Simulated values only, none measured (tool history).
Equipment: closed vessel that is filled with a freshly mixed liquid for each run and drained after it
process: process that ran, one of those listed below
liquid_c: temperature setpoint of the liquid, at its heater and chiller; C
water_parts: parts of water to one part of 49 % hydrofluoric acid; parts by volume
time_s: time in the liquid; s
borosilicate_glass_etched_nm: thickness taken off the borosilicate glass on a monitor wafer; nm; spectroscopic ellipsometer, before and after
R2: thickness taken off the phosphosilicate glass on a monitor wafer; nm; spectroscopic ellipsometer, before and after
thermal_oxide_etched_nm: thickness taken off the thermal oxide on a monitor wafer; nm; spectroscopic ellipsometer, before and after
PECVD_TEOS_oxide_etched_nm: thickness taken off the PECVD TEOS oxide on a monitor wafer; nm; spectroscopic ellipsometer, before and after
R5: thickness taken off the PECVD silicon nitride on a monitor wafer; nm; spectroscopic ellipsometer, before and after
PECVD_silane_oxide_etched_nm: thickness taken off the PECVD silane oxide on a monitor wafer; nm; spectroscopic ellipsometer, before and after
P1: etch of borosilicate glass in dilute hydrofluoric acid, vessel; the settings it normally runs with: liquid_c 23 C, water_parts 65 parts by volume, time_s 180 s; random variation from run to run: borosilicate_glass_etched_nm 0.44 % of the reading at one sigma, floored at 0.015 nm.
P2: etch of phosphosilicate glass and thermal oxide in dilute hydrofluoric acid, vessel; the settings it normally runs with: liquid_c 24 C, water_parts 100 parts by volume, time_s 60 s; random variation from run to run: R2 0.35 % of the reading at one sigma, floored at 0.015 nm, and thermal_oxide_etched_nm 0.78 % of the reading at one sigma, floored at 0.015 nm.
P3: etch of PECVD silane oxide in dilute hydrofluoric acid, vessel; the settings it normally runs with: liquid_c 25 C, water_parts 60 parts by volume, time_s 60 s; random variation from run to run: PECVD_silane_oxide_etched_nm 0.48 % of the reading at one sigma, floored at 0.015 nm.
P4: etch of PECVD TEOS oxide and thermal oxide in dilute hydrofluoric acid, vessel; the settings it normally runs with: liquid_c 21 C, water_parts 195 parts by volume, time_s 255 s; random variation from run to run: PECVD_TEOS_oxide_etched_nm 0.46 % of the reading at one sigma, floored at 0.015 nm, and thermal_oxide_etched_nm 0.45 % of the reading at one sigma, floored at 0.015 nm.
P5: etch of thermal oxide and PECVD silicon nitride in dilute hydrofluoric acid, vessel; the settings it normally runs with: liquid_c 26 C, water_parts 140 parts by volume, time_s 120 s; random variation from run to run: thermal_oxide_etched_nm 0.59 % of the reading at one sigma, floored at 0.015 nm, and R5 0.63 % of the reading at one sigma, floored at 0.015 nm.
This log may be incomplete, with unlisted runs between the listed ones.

Run 1, hour 7.6: process P1, liquid_c 23 C, water_parts 65 parts by volume, time_s 180 s. Result: borosilicate_glass_etched_nm 55.205 nm.
Run 2, hour 12.1: process P2, liquid_c 24 C, water_parts 30 parts by volume, time_s 60 s. Result: R2 321.64 nm, thermal_oxide_etched_nm 10.383 nm.
Run 3, hour 16.6: process P4, liquid_c 21 C, water_parts 195 parts by volume, time_s 255 s. Result: thermal_oxide_etched_nm 4.8674 nm, PECVD_TEOS_oxide_etched_nm 13.882 nm.
Run 4, hour 22: process P1, liquid_c 23 C, water_parts 65 parts by volume, time_s 30 s. Result: borosilicate_glass_etched_nm 9.2215 nm.
Run 5, hour 26: process P2, liquid_c 24 C, water_parts 100 parts by volume, time_s 30 s. Result: R2 43.773 nm, thermal_oxide_etched_nm 1.4307 nm.
Run 6, hour 29.6: process P1, liquid_c 17 C, water_parts 65 parts by volume, time_s 180 s. Result: borosilicate_glass_etched_nm 42.963 nm.
Run 7, hour 34.1: process P5, liquid_c 26 C, water_parts 140 parts by volume, time_s 120 s. Result: thermal_oxide_etched_nm 4.4417 nm, R5 4.3163 nm.
Run 8, hour 41.3: process P4, liquid_c 27 C, water_parts 195 parts by volume, time_s 255 s. Result: thermal_oxide_etched_nm 6.0661 nm, PECVD_TEOS_oxide_etched_nm 17.357 nm.
Run 9, hour 47: process P5, liquid_c 21 C, water_parts 140 parts by volume, time_s 120 s. Result: thermal_oxide_etched_nm 3.6711 nm, R5 3.0721 nm.
Run 10, hour 54.8: process P2, liquid_c 31 C, water_parts 100 parts by volume, time_s 60 s. Result: R2 115.1 nm, thermal_oxide_etched_nm 3.6975 nm.
At hour 55.9: hydrofluoric acid flow meter replaced.
Run 11, hour 58.2: process P3, liquid_c 25 C, water_parts 60 parts by volume, time_s 30 s. Result: PECVD_silane_oxide_etched_nm 13.506 nm.
Run 12, hour 65.6: process P1, liquid_c 23 C, water_parts 65 parts by volume, time_s 180 s. Result: borosilicate_glass_etched_nm 55.43 nm.
Run 13, hour 71.4: process P5, liquid_c 26 C, water_parts 255 parts by volume, time_s 120 s. Result: thermal_oxide_etched_nm 2.189 nm, R5 2.3362 nm.
Run 14, hour 77.8: process P3, liquid_c 25 C, water_parts 60 parts by volume, time_s 60 s. Result: PECVD_silane_oxide_etched_nm 27.042 nm.
Run 15, hour 82.2: process P5, liquid_c 26 C, water_parts 140 parts by volume, time_s 175 s. Result: thermal_oxide_etched_nm 6.4812 nm, R5 6.2372 nm.
Run 16, hour 89.3: process P1, liquid_c 27 C, water_parts 65 parts by volume, time_s 180 s. Result: borosilicate_glass_etched_nm 64.893 nm.
Run 17, hour 96: process P1, liquid_c 23 C, water_parts 30 parts by volume, time_s 180 s. Result: borosilicate_glass_etched_nm 125.11 nm.
Run 18, hour 102.6: process P4, liquid_c 21 C, water_parts 45 parts by volume, time_s 255 s. Result: thermal_oxide_etched_nm 24.896 nm, PECVD_TEOS_oxide_etched_nm 70.785 nm.
Run 19, hour 107: process P1, liquid_c 23 C, water_parts 65 parts by volume, time_s 310 s. Result: borosilicate_glass_etched_nm 94.921 nm.
Run 20, hour 113.6: process P1, liquid_c 23 C, water_parts 25 parts by volume, time_s 30 s. Result: borosilicate_glass_etched_nm 25.147 nm.
Run 21, hour 118: process P1, liquid_c 23 C, water_parts 65 parts by volume, time_s 180 s. Result: borosilicate_glass_etched_nm 55.439 nm.
Run 22, hour 123: process P1, liquid_c 23 C, water_parts 65 parts by volume, time_s 180 s. Result: borosilicate_glass_etched_nm 55.058 nm.
Run 23, hour 128.1: process P1, liquid_c 28.5 C, water_parts 20 parts by volume, time_s 180 s. Result: borosilicate_glass_etched_nm 239.39 nm.
Run 24, hour 133: process P1, liquid_c 23 C, water_parts 65 parts by volume, time_s 180 s. Result: borosilicate_glass_etched_nm 55.019 nm.
Run 25, hour 137.4: process P1, liquid_c 23 C, water_parts 110 parts by volume, time_s 180 s. Result: borosilicate_glass_etched_nm 30.816 nm.
Run 26, hour 141.1: process P5, liquid_c 26 C, water_parts 140 parts by volume, time_s 120 s. Result: thermal_oxide_etched_nm 4.4062 nm, R5 4.263 nm.
Run 27, hour 145.1: process P3, liquid_c 25 C, water_parts 20 parts by volume, time_s 60 s. Result: PECVD_silane_oxide_etched_nm 86.001 nm.
Run 28, hour 151.5: process P2, liquid_c 24 C, water_parts 100 parts by volume, time_s 60 s. Result: R2 87.621 nm, thermal_oxide_etched_nm 2.8415 nm.
Run 29, hour 158.9: process P3, liquid_c 33 C, water_parts 60 parts by volume, time_s 60 s. Result: PECVD_silane_oxide_etched_nm 37.263 nm.
Run 30, hour 165.4: process P4, liquid_c 21 C, water_parts 195 parts by volume, time_s 450 s. Result: thermal_oxide_etched_nm 8.5964 nm, PECVD_TEOS_oxide_etched_nm 24.372 nm.
Run 31, hour 169.1: process P1, liquid_c 23 C, water_parts 65 parts by volume, time_s 180 s. Result: borosilicate_glass_etched_nm 55.03 nm.
Run 32, hour 173.5: process P2, liquid_c 24 C, water_parts 100 parts by volume, time_s 60 s. Result: R2 88.183 nm, thermal_oxide_etched_nm 2.8964 nm.
Run 33, hour 177.7: process P1, liquid_c 23 C, water_parts 65 parts by volume, time_s 180 s. Result: borosilicate_glass_etched_nm 55.35 nm.
Run 34, hour 181.6: process P1, liquid_c 23 C, water_parts 65 parts by volume, time_s 180 s. Result: borosilicate_glass_etched_nm 54.075 nm.
Run 35, hour 188.1: process P1, liquid_c 23 C, water_parts 65 parts by volume, time_s 180 s. Result: borosilicate_glass_etched_nm 52.98 nm.
Run 36, hour 195: process P1, liquid_c 23 C, water_parts 65 parts by volume, time_s 180 s. Result: borosilicate_glass_etched_nm 52.168 nm.
Run 37, hour 201.9: process P1, liquid_c 23 C, water_parts 65 parts by volume, time_s 180 s. Result: borosilicate_glass_etched_nm 51.477 nm.
Run 38, hour 207.6: process P1, liquid_c 23 C, water_parts 65 parts by volume, time_s 180 s. Result: borosilicate_glass_etched_nm 51.553 nm.
Run 39, hour 212.9: process P1, liquid_c 23 C, water_parts 65 parts by volume, time_s 180 s. Result: borosilicate_glass_etched_nm 51.143 nm.
Run 40, hour 216.8: process P1, liquid_c 23 C, water_parts 65 parts by volume, time_s 180 s. Result: borosilicate_glass_etched_nm 51.426 nm.
Run 41, hour 223: process P1, liquid_c 23 C, water_parts 65 parts by volume, time_s 180 s. Result: borosilicate_glass_etched_nm 51.399 nm.
Run 42, hour 229.3: process P1, liquid_c 23 C, water_parts 65 parts by volume, time_s 180 s. Result: borosilicate_glass_etched_nm 50.927 nm.
Run 43, hour 236.5: process P1, liquid_c 23 C, water_parts 65 parts by volume, time_s 180 s. Result: borosilicate_glass_etched_nm 50.801 nm.
Run 44, hour 241.2: process P1, liquid_c 23 C, water_parts 65 parts by volume, time_s 180 s. Result: borosilicate_glass_etched_nm 50.785 nm.

The output of P1 has drifted from where it used to be. Each of the 2 causes below, taken at the size shown beside it, accounts for the log equally well:
A: liquid colder than its thermometer reads (K) = 1.98
B: hydrofluoric acid flow below the setpoint (%) = 7.26
The onset of the drift is placed at about hour 177.7.

You are offered 4 check runs, listed below with question marks in place of their results; each one averages 3 wafers. Which run separates the listed causes by giving clearly different results for each?
Run check 1, hour 245.9: process P4, liquid_c 21 C, water_parts 130 parts by volume, time_s 255 s. Result: thermal_oxide_etched_nm ?, PECVD_TEOS_oxide_etched_nm ?.
Run check 2, hour 245.9: process P2, liquid_c 28.5 C, water_parts 50 parts by volume, time_s 60 s. Result: R2 ?, thermal_oxide_etched_nm ?.
Run check 3, hour 245.9: process P5, liquid_c 22 C, water_parts 245 parts by volume, time_s 120 s. Result: thermal_oxide_etched_nm ?, R5 ?.
Run check 4, hour 245.9: process P3, liquid_c 28.5 C, water_parts 30 parts by volume, time_s 60 s. Result: PECVD_silane_oxide_etched_nm ?.

Predicted outcomes, by check and by cause:
  check                        result    if A    if B
check 1       thermal_oxide_etched_nm  7.2281  7.1799
check 1    PECVD_TEOS_oxide_etched_nm  20.575  20.437
check 2                            R2  207.11  206.73
check 2       thermal_oxide_etched_nm  6.7125  6.7003
check 3       thermal_oxide_etched_nm  1.8171  1.7804
check 3                            R5  1.6785  1.7697
check 4  PECVD_silane_oxide_etched_nm  60.423  60.528
Per check, the gap between the least separated pair of causes, taken in the result that splits them most: check 1 0.67 %; check 2 0.18 %; check 3 5.29 %; check 4 0.17 %
Check 3 is the one run that separates the causes; every other check would come out nearly the same whichever cause is at work.

Check 3 was then run and gave: thermal_oxide_etched_nm 1.7912 nm; R5 1.685 nm. Which cause is it?

It was cause A: liquid colder than its thermometer reads (K).
